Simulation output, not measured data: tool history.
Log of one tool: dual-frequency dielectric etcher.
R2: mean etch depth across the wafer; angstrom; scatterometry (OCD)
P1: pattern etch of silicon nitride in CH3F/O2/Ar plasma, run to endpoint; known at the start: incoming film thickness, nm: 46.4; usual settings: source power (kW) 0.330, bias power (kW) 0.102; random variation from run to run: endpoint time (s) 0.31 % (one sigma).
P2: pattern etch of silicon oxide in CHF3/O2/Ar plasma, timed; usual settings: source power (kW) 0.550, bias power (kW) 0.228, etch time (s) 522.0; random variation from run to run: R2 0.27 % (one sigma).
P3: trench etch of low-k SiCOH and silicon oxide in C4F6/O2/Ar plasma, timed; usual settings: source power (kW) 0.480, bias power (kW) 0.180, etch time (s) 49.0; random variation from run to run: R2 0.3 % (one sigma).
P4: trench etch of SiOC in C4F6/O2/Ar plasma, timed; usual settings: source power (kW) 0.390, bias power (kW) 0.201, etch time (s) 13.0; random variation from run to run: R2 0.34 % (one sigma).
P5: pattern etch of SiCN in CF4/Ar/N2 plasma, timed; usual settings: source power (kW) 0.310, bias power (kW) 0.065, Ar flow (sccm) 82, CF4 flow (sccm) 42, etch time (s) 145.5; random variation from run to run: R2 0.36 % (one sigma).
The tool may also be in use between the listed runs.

{"run": 1, "hour": 15.0, "process that ran": "P1", "source power (kW)": 0.33, "bias power (kW)": 0.102, "endpoint time (s)": 61.594}
{"run": 2, "hour": 23.5, "process that ran": "P1", "source power (kW)": 0.33, "bias power (kW)": 0.139, "endpoint time (s)": 55.054}
{"run": 3, "hour": 39.3, "process that ran": "P5", "source power (kW)": 0.31, "bias power (kW)": 0.065, "Ar flow (sccm)": 100, "CF4 flow (sccm)": 42, "etch time (s)": 145.5, "R2": 812.38}
{"run": 4, "hour": 54.6, "process that ran": "P5", "source power (kW)": 0.31, "bias power (kW)": 0.065, "Ar flow (sccm)": 82, "CF4 flow (sccm)": 32, "etch time (s)": 145.5, "R2": 806.31}
{"run": 5, "hour": 64.4, "process that ran": "P5", "source power (kW)": 0.31, "bias power (kW)": 0.065, "Ar flow (sccm)": 82, "CF4 flow (sccm)": 42, "etch time (s)": 145.5, "R2": 848.06}
{"run": 6, "hour": 79.3, "process that ran": "P1", "source power (kW)": 0.33, "bias power (kW)": 0.102, "endpoint time (s)": 61.704}
{"run": 7, "hour": 86.7, "process that ran": "P3", "source power (kW)": 0.48, "bias power (kW)": 0.18, "etch time (s)": 49.0, "R2": 1720.4}
{"run": 8, "hour": 96.0, "process that ran": "P5", "source power (kW)": 0.18, "bias power (kW)": 0.065, "Ar flow (sccm)": 82, "CF4 flow (sccm)": 42, "etch time (s)": 145.5, "R2": 530.16}
{"run": 9, "hour": 108.7, "process that ran": "P3", "source power (kW)": 0.3, "bias power (kW)": 0.18, "etch time (s)": 49.0, "R2": 1440.5}
{"run": 10, "hour": 118.8, "process that ran": "P5", "source power (kW)": 0.31, "bias power (kW)": 0.065, "Ar flow (sccm)": 82, "CF4 flow (sccm)": 42, "etch time (s)": 145.5, "R2": 843.07}
{"run": 11, "hour": 127.9, "process that ran": "P5", "source power (kW)": 0.31, "bias power (kW)": 0.039, "Ar flow (sccm)": 82, "CF4 flow (sccm)": 42, "etch time (s)": 145.5, "R2": 706.41}
{"hour": 137.5, "done": "source power generator calibrated"}
{"run": 12, "hour": 142.7, "process that ran": "P5", "source power (kW)": 0.31, "bias power (kW)": 0.065, "Ar flow (sccm)": 82, "CF4 flow (sccm)": 42, "etch time (s)": 111.0, "R2": 647.48}
{"run": 13, "hour": 154.2, "process that ran": "P1", "source power (kW)": 0.39, "bias power (kW)": 0.102, "endpoint time (s)": 57.892}
{"run": 14, "hour": 162.8, "process that ran": "P1", "source power (kW)": 0.33, "bias power (kW)": 0.102, "endpoint time (s)": 61.724}
{"run": 15, "hour": 176.7, "process that ran": "P4", "source power (kW)": 0.39, "bias power (kW)": 0.201, "etch time (s)": 13.0, "R2": 269.91}
{"run": 16, "hour": 188.2, "process that ran": "P1", "source power (kW)": 0.33, "bias power (kW)": 0.102, "endpoint time (s)": 61.491}
{"run": 17, "hour": 196.5, "process that ran": "P4", "source power (kW)": 0.39, "bias power (kW)": 0.124, "etch time (s)": 13.0, "R2": 232.56}
{"run": 18, "hour": 209.4, "process that ran": "P3", "source power (kW)": 0.48, "bias power (kW)": 0.18, "etch time (s)": 70.0, "R2": 2476.7}
{"run": 19, "hour": 222.5, "process that ran": "P4", "source power (kW)": 0.39, "bias power (kW)": 0.201, "etch time (s)": 13.0, "R2": 270.56}
{"run": 20, "hour": 237.7, "process that ran": "P4", "source power (kW)": 0.55, "bias power (kW)": 0.201, "etch time (s)": 13.0, "R2": 308.04}
{"run": 21, "hour": 248.4, "process that ran": "P4", "source power (kW)": 0.39, "bias power (kW)": 0.201, "etch time (s)": 8.0, "R2": 165.11}
{"run": 22, "hour": 259.7, "process that ran": "P1", "source power (kW)": 0.2, "bias power (kW)": 0.102, "endpoint time (s)": 74.002}
{"run": 23, "hour": 267.9, "process that ran": "P3", "source power (kW)": 0.48, "bias power (kW)": 0.144, "etch time (s)": 49.0, "R2": 1610.8}
{"run": 24, "hour": 280.2, "process that ran": "P1", "source power (kW)": 0.33, "bias power (kW)": 0.102, "endpoint time (s)": 61.615}
{"run": 25, "hour": 296.1, "process that ran": "P2", "source power (kW)": 0.55, "bias power (kW)": 0.139, "etch time (s)": 522.0, "R2": 8833.9}
{"run": 26, "hour": 307.7, "process that ran": "P2", "source power (kW)": 0.78, "bias power (kW)": 0.228, "etch time (s)": 522.0, "R2": 11927.0}
{"run": 27, "hour": 316.4, "process that ran": "P2", "source power (kW)": 0.55, "bias power (kW)": 0.228, "etch time (s)": 662.0, "R2": 13181.0}
{"run": 28, "hour": 332.5, "process that ran": "P2", "source power (kW)": 0.55, "bias power (kW)": 0.228, "etch time (s)": 522.0, "R2": 10471.0}
{"run": 29, "hour": 341.3, "process that ran": "P1", "source power (kW)": 0.22, "bias power (kW)": 0.065, "endpoint time (s)": 85.042}

The next listed run, before its measurement:
{"run": 30, "hour": 356.6, "process that ran": "P2", "source power (kW)": 0.55, "bias power (kW)": 0.228, "etch time (s)": 522.0, "R2": "?"}

Run 30 gave R2 10402.00 angstrom.
